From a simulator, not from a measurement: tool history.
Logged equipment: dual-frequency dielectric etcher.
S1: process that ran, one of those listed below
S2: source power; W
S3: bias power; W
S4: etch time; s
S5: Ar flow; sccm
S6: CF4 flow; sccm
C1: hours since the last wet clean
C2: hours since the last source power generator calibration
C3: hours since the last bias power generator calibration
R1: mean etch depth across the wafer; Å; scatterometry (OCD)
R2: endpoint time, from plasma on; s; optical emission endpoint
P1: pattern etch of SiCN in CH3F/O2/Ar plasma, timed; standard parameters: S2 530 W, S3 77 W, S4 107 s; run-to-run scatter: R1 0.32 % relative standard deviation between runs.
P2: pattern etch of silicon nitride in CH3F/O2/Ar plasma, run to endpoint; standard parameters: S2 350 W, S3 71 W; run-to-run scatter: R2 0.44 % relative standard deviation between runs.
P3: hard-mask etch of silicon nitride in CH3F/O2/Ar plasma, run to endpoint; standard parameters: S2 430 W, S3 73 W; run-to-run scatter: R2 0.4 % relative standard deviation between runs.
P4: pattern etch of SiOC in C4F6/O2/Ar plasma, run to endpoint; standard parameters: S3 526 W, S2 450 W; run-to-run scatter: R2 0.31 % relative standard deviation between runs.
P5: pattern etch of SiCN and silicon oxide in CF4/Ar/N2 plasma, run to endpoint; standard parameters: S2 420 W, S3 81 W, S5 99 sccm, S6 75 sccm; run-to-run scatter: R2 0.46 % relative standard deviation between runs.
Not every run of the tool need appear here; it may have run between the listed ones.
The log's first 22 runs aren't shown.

run 23 hour=208.1 | S1=P4 S2=450 S3=740 | C1=635.5 C2=1603.6 C3=1372.9 | R2=14.364
run 24 hour=219.1 | S1=P4 S2=300 S3=526 | C1=646.5 C2=1614.6 C3=1383.9 | R2=18.903
run 25 hour=225.5 | S1=P1 S2=530 S3=77 S4=59 | C1=652.9 C2=1621 C3=1390.3 | R1=252.13
run 26 hour=232.5 | S1=P3 S2=430 S3=103 | C1=659.9 C2=1628 C3=1397.3 | R2=51.301
run 27 hour=238.2 | S1=P1 S2=530 S3=77 S4=107 | C1=665.6 C2=1633.7 C3=1403 | R1=457.62
run 28 hour=244.7 | S1=P5 S2=270 S3=81 S5=99 S6=75 | C1=672.1 C2=1640.2 C3=1409.5 | R2=25.433
run 29 hour=250.6 | S1=P1 S2=530 S3=77 S4=107 | C1=678 C2=1646.1 C3=1415.4 | R1=458.34
run 30 hour=255.8 | S1=P1 S2=530 S3=77 S4=107 | C1=683.2 C2=1651.3 C3=1420.6 | R1=457.93
run 31 hour=262.8 | S1=P1 S2=530 S3=77 S4=107 | C1=690.2 C2=1658.3 C3=1427.6 | R1=453.19
run 32 hour=269.9 | S1=P1 S2=530 S3=77 S4=107 | C1=697.3 C2=1665.4 C3=1434.7 | R1=453.02
run 33 hour=277 | S1=P1 S2=530 S3=77 S4=107 | C1=704.4 C2=1672.5 C3=1441.8 | R1=452.14
-- hour=281.4 wet clean of the chamber
run 34 hour=287.1 | S1=P1 S2=530 S3=77 S4=107 | C1=5.7 C2=1682.6 C3=1451.9 | R1=452.36
run 35 hour=293.5 | S1=P1 S2=530 S3=77 S4=107 | C1=12.1 C2=1689 C3=1458.3 | R1=452.43
run 36 hour=302.2 | S1=P1 S2=530 S3=77 S4=107 | C1=20.8 C2=1697.7 C3=1467 | R1=447.26

For run 37, what comes out?
run 37 hour=310.2 | S1=P1 S2=530 S3=77 S4=107 | C1=28.8 C2=1705.7 C3=1475 | R1=?

R1: 451.62 Å

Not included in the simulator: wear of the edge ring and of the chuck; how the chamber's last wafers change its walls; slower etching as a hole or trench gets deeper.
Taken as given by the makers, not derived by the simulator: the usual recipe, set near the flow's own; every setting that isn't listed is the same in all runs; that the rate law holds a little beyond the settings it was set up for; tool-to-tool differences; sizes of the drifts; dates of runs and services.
